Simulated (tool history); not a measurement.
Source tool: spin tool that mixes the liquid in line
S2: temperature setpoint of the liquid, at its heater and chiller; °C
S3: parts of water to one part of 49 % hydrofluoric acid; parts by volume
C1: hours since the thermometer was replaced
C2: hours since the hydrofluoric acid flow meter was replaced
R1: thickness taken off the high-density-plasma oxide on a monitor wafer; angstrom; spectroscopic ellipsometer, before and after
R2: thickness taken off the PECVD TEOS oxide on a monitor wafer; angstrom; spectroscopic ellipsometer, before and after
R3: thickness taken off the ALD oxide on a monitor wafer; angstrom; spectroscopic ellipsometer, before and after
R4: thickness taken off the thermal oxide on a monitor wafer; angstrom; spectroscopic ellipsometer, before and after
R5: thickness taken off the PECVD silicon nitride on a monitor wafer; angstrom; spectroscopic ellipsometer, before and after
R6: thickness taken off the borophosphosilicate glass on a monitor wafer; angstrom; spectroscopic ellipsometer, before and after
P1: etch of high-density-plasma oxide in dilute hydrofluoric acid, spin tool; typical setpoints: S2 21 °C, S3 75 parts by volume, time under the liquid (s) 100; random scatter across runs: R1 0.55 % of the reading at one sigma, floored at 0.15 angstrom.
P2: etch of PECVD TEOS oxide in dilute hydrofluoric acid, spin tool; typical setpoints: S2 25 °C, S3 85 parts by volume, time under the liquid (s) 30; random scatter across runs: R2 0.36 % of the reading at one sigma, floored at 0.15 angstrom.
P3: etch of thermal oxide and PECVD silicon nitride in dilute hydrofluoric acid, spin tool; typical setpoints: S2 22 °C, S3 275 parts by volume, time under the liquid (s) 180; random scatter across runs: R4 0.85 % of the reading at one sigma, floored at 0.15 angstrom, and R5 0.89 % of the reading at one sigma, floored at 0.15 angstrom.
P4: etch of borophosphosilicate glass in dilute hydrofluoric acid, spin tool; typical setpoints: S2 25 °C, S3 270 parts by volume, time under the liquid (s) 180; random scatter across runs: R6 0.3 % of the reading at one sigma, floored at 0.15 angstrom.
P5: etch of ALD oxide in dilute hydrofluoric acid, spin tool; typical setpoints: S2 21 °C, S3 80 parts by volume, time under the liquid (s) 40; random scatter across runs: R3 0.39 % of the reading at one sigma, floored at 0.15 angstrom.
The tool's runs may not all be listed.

run 1 hour=4.4 | process_that_ran=P1 S2=21 S3=75 time_under_the_liquid_(s)=100 | C1=288.7 C2=390.1 | R1=75.415
run 2 hour=7.6 | process_that_ran=P1 S2=21 S3=75 time_under_the_liquid_(s)=100 | C1=291.9 C2=393.3 | R1=75.389
run 3 hour=11.3 | process_that_ran=P2 S2=25 S3=85 time_under_the_liquid_(s)=15 | C1=295.6 C2=397 | R2=32.75
run 4 hour=15.3 | process_that_ran=P5 S2=21 S3=80 time_under_the_liquid_(s)=40 | C1=299.6 C2=401 | R3=90.871
run 5 hour=20 | process_that_ran=P2 S2=25 S3=85 time_under_the_liquid_(s)=30 | C1=304.3 C2=405.7 | R2=65.287
run 6 hour=23.9 | process_that_ran=P2 S2=25 S3=85 time_under_the_liquid_(s)=30 | C1=308.2 C2=409.6 | R2=65.157
run 7 hour=26.2 | process_that_ran=P3 S2=22 S3=60 time_under_the_liquid_(s)=180 | C1=310.5 C2=411.9 | R4=150.8 R5=130.33
run 8 hour=28.7 | process_that_ran=P1 S2=28 S3=75 time_under_the_liquid_(s)=100 | C1=313 C2=414.4 | R1=99.52
-- hour=29 hydrofluoric acid flow meter replaced
run 9 hour=31.7 | process_that_ran=P5 S2=21 S3=35 time_under_the_liquid_(s)=40 | C1=316 C2=2.8 | R3=218.48
run 10 hour=36.1 | process_that_ran=P4 S2=17 S3=270 time_under_the_liquid_(s)=180 | C1=320.4 C2=7.2 | R6=128.81
run 11 hour=38.7 | process_that_ran=P1 S2=21 S3=75 time_under_the_liquid_(s)=100 | C1=323 C2=9.8 | R1=74.955
run 12 hour=41.7 | process_that_ran=P1 S2=21 S3=75 time_under_the_liquid_(s)=100 | C1=326 C2=12.8 | R1=74.717
run 13 hour=44.3 | process_that_ran=P4 S2=25 S3=270 time_under_the_liquid_(s)=180 | C1=328.6 C2=15.4 | R6=173.13
run 14 hour=47.4 | process_that_ran=P1 S2=21 S3=75 time_under_the_liquid_(s)=100 | C1=331.7 C2=18.5 | R1=75.134
run 15 hour=50.8 | process_that_ran=P3 S2=22 S3=275 time_under_the_liquid_(s)=180 | C1=335.1 C2=21.9 | R4=26.075 R5=28.911
run 16 hour=55.3 | process_that_ran=P5 S2=21 S3=80 time_under_the_liquid_(s)=65 | C1=339.6 C2=26.4 | R3=146.4
run 17 hour=58.9 | process_that_ran=P2 S2=25 S3=150 time_under_the_liquid_(s)=30 | C1=343.2 C2=30 | R2=34.318
run 18 hour=62.1 | process_that_ran=P4 S2=25 S3=270 time_under_the_liquid_(s)=60 | C1=346.4 C2=33.2 | R6=57.724
run 19 hour=65.9 | process_that_ran=P1 S2=25.5 S3=135 time_under_the_liquid_(s)=100 | C1=350.2 C2=37 | R1=46.148
run 20 hour=69.9 | process_that_ran=P4 S2=25 S3=50 time_under_the_liquid_(s)=180 | C1=354.2 C2=41 | R6=1205.4
run 21 hour=72.1 | process_that_ran=P5 S2=21 S3=80 time_under_the_liquid_(s)=40 | C1=356.4 C2=43.2 | R3=90.134
run 22 hour=74.1 | process_that_ran=P4 S2=25 S3=270 time_under_the_liquid_(s)=180 | C1=358.4 C2=45.2 | R6=172.93
run 23 hour=78.4 | process_that_ran=P1 S2=21 S3=30 time_under_the_liquid_(s)=100 | C1=362.7 C2=49.5 | R1=197.92
run 24 hour=81.6 | process_that_ran=P1 S2=21 S3=110 time_under_the_liquid_(s)=100 | C1=365.9 C2=52.7 | R1=49.074
run 25 hour=83.7 | process_that_ran=P5 S2=17 S3=80 time_under_the_liquid_(s)=40 | C1=368 C2=54.8 | R3=76.503
run 26 hour=87.8 | process_that_ran=P1 S2=17 S3=75 time_under_the_liquid_(s)=100 | C1=372.1 C2=58.9 | R1=63.173
run 27 hour=92.3 | process_that_ran=P1 S2=21 S3=140 time_under_the_liquid_(s)=45 | C1=376.6 C2=63.4 | R1=16.839
run 28 hour=96.3 | process_that_ran=P1 S2=17 S3=75 time_under_the_liquid_(s)=20 | C1=380.6 C2=67.4 | R1=12.478
run 29 hour=100 | process_that_ran=P2 S2=18 S3=85 time_under_the_liquid_(s)=30 | C1=384.3 C2=71.1 | R2=48.998
run 30 hour=103.2 | process_that_ran=P1 S2=21 S3=75 time_under_the_liquid_(s)=15 | C1=387.5 C2=74.3 | R1=11.209
run 31 hour=106.9 | process_that_ran=P1 S2=21 S3=75 time_under_the_liquid_(s)=100 | C1=391.2 C2=78 | R1=75.507
run 32 hour=109.8 | process_that_ran=P1 S2=21 S3=75 time_under_the_liquid_(s)=180 | C1=394.1 C2=80.9 | R1=135.27
run 33 hour=113.6 | process_that_ran=P3 S2=22 S3=275 time_under_the_liquid_(s)=325 | C1=397.9 C2=84.7 | R4=46.462 R5=52.749
run 34 hour=116.8 | process_that_ran=P3 S2=18 S3=275 time_under_the_liquid_(s)=180 | C1=401.1 C2=87.9 | R4=22.52 R5=22.43
run 35 hour=119.6 | process_that_ran=P1 S2=21 S3=75 time_under_the_liquid_(s)=100 | C1=403.9 C2=90.7 | R1=75.382
run 36 hour=122.3 | process_that_ran=P1 S2=21 S3=75 time_under_the_liquid_(s)=100 | C1=406.6 C2=93.4 | R1=72.763
run 37 hour=125.4 | process_that_ran=P1 S2=21 S3=75 time_under_the_liquid_(s)=100 | C1=409.7 C2=96.5 | R1=72.204
run 38 hour=129 | process_that_ran=P1 S2=21 S3=75 time_under_the_liquid_(s)=100 | C1=413.3 C2=100.1 | R1=70.022
run 39 hour=132.6 | process_that_ran=P1 S2=21 S3=75 time_under_the_liquid_(s)=100 | C1=416.9 C2=103.7 | R1=69.389
run 40 hour=135.8 | process_that_ran=P1 S2=21 S3=75 time_under_the_liquid_(s)=100 | C1=420.1 C2=106.9 | R1=69.157
run 41 hour=138 | process_that_ran=P1 S2=21 S3=75 time_under_the_liquid_(s)=100 | C1=422.3 C2=109.1 | R1=69.737
run 42 hour=141 | process_that_ran=P1 S2=21 S3=75 time_under_the_liquid_(s)=100 | C1=425.3 C2=112.1 | R1=68.918
run 43 hour=145.2 | process_that_ran=P1 S2=21 S3=75 time_under_the_liquid_(s)=100 | C1=429.5 C2=116.3 | R1=68.554
run 44 hour=148.9 | process_that_ran=P1 S2=21 S3=75 time_under_the_liquid_(s)=100 | C1=433.2 C2=120 | R1=68.52
run 45 hour=152.7 | process_that_ran=P1 S2=21 S3=75 time_under_the_liquid_(s)=100 | C1=437 C2=123.8 | R1=68.106
run 46 hour=155.3 | process_that_ran=P1 S2=21 S3=75 time_under_the_liquid_(s)=100 | C1=439.6 C2=126.4 | R1=68.444

P1 has crept away from where it was. The log is fitted equally well by each of these 2 causes, at the sizes shown:
A: liquid colder than its thermometer reads (K) = 2.24
B: hydrofluoric acid flow below the setpoint (%) = 8.21
Onset of the creep was near hour 119.6.

The check runs listed below each take one wafer, and their results are still question marks. Under which run would the listed causes lead to clearly different results?
run check 1 hour=157.9 | process_that_ran=P4 S2=19 S3=115 time_under_the_liquid_(s)=180 | R6=?
run check 2 hour=157.9 | process_that_ran=P5 S2=17 S3=80 time_under_the_liquid_(s)=40 | R3=?
run check 3 hour=157.9 | process_that_ran=P3 S2=22 S3=60 time_under_the_liquid_(s)=280 | R4=? R5=?
run check 4 hour=157.9 | process_that_ran=P2 S2=25 S3=150 time_under_the_liquid_(s)=15 | R2=?

If the cause were each of the candidates in turn, the checks would give the following:
check=check_1 result=R6 if_A=346.19 if_B=344.92
check=check_2 result=R3 if_A=69.548 if_B=69.77
check=check_3 result=R4 if_A=213.65 if_B=213.96
check=check_3 result=R5 if_A=172.93 if_B=185.48
check=check_4 result=R2 if_A=15.675 if_B=15.433
Separation of the two closest causes in each check, using whichever result separates them best: check 1 0.37 %; check 2 0.32 %; check 3 7.01 %; check 4 1.55 %
Only check 3 tells the causes apart: in the others they would give nearly the same result.

After running check 3, the following was obtained: R4 215.04 angstrom; R5 184.73 angstrom. Which cause does this point to?

It is B: hydrofluoric acid flow below the setpoint (%).
